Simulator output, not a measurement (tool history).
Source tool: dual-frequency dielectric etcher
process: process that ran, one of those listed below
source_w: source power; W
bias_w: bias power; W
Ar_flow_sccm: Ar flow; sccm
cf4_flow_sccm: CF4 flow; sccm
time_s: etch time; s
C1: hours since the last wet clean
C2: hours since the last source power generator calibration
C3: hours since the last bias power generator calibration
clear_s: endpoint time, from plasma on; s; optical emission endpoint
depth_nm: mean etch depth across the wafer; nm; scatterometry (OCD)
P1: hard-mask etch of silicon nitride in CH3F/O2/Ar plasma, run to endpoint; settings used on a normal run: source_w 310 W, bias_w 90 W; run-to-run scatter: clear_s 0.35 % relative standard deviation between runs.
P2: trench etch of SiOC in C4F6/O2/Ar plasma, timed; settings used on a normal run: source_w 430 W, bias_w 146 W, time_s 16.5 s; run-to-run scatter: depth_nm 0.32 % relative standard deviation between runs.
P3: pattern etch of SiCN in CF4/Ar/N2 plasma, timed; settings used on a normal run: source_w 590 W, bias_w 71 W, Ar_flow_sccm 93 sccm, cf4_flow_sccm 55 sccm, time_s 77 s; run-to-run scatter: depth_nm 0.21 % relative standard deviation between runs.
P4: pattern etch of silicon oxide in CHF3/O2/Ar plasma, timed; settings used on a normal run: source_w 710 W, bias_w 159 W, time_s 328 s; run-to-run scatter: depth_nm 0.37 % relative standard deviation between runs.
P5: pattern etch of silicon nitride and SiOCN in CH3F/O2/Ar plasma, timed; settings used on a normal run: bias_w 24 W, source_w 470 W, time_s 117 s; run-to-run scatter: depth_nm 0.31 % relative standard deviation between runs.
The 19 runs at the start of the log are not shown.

{"run": 20, "day": 3.454, "process": "P3", "source_w": 590, "bias_w": 56, "Ar_flow_sccm": 93, "cf4_flow_sccm": 55, "time_s": 77, "C1": 167.4, "C2": 1455.7, "C3": 14.9, "depth_nm": 73.571}
{"run": 21, "day": 3.688, "process": "P3", "source_w": 590, "bias_w": 71, "Ar_flow_sccm": 93, "cf4_flow_sccm": 55, "time_s": 77, "C1": 173, "C2": 1461.3, "C3": 20.5, "depth_nm": 79.548}
{"run": 22, "day": 3.8, "process": "P4", "source_w": 710, "bias_w": 93, "time_s": 328, "C1": 175.7, "C2": 1464, "C3": 23.2, "depth_nm": 568.22}
{"run": 23, "day": 4.025, "process": "P3", "source_w": 790, "bias_w": 71, "Ar_flow_sccm": 93, "cf4_flow_sccm": 55, "time_s": 77, "C1": 181.1, "C2": 1469.4, "C3": 28.6, "depth_nm": 103.15}
{"run": 24, "day": 4.262, "process": "P3", "source_w": 590, "bias_w": 71, "Ar_flow_sccm": 93, "cf4_flow_sccm": 55, "time_s": 50.5, "C1": 186.8, "C2": 1475.1, "C3": 34.3, "depth_nm": 52.061}
{"run": 25, "day": 4.425, "process": "P5", "source_w": 470, "bias_w": 24, "time_s": 117, "C1": 190.7, "C2": 1479, "C3": 38.2, "depth_nm": 16.829}
{"day": 4.55, "done": "wet clean of the chamber"}
{"run": 26, "day": 4.604, "process": "P2", "source_w": 430, "bias_w": 146, "time_s": 22.5, "C1": 1.3, "C2": 1483.3, "C3": 42.5, "depth_nm": 45.259}
{"run": 27, "day": 4.846, "process": "P1", "source_w": 310, "bias_w": 90, "C1": 7.1, "C2": 1489.1, "C3": 48.3, "clear_s": 38.299}
{"run": 28, "day": 5.071, "process": "P5", "source_w": 650, "bias_w": 24, "time_s": 117, "C1": 12.5, "C2": 1494.5, "C3": 53.7, "depth_nm": 18.694}
{"run": 29, "day": 5.283, "process": "P4", "source_w": 510, "bias_w": 159, "time_s": 328, "C1": 17.6, "C2": 1499.6, "C3": 58.8, "depth_nm": 582.33}
{"run": 30, "day": 5.525, "process": "P1", "source_w": 190, "bias_w": 120, "C1": 23.4, "C2": 1505.4, "C3": 64.6, "clear_s": 41.234}
{"run": 31, "day": 5.746, "process": "P2", "source_w": 530, "bias_w": 146, "time_s": 16.5, "C1": 28.7, "C2": 1510.7, "C3": 69.9, "depth_nm": 36.137}
{"run": 32, "day": 5.983, "process": "P1", "source_w": 310, "bias_w": 90, "C1": 34.4, "C2": 1516.4, "C3": 75.6, "clear_s": 38.458}
{"run": 33, "day": 6.225, "process": "P1", "source_w": 310, "bias_w": 90, "C1": 40.2, "C2": 1522.2, "C3": 81.4, "clear_s": 38.026}
{"run": 34, "day": 6.354, "process": "P1", "source_w": 310, "bias_w": 90, "C1": 43.3, "C2": 1525.3, "C3": 84.5, "clear_s": 37.828}
{"day": 6.542, "done": "wet clean of the chamber"}
{"run": 35, "day": 6.546, "process": "P1", "source_w": 310, "bias_w": 90, "C1": 0.1, "C2": 1529.9, "C3": 89.1, "clear_s": 37.802}
{"run": 36, "day": 6.675, "process": "P1", "source_w": 310, "bias_w": 90, "C1": 3.2, "C2": 1533, "C3": 92.2, "clear_s": 37.661}
{"run": 37, "day": 6.8, "process": "P1", "source_w": 310, "bias_w": 90, "C1": 6.2, "C2": 1536, "C3": 95.2, "clear_s": 37.54}
{"run": 38, "day": 6.962, "process": "P1", "source_w": 310, "bias_w": 90, "C1": 10.1, "C2": 1539.9, "C3": 99.1, "clear_s": 37.696}

What will run 39 give?
{"run": 39, "day": 7.221, "process": "P1", "source_w": 310, "bias_w": 90, "C1": 16.3, "C2": 1546.1, "C3": 105.3, "clear_s": "?"}

clear_s: 37.565 s
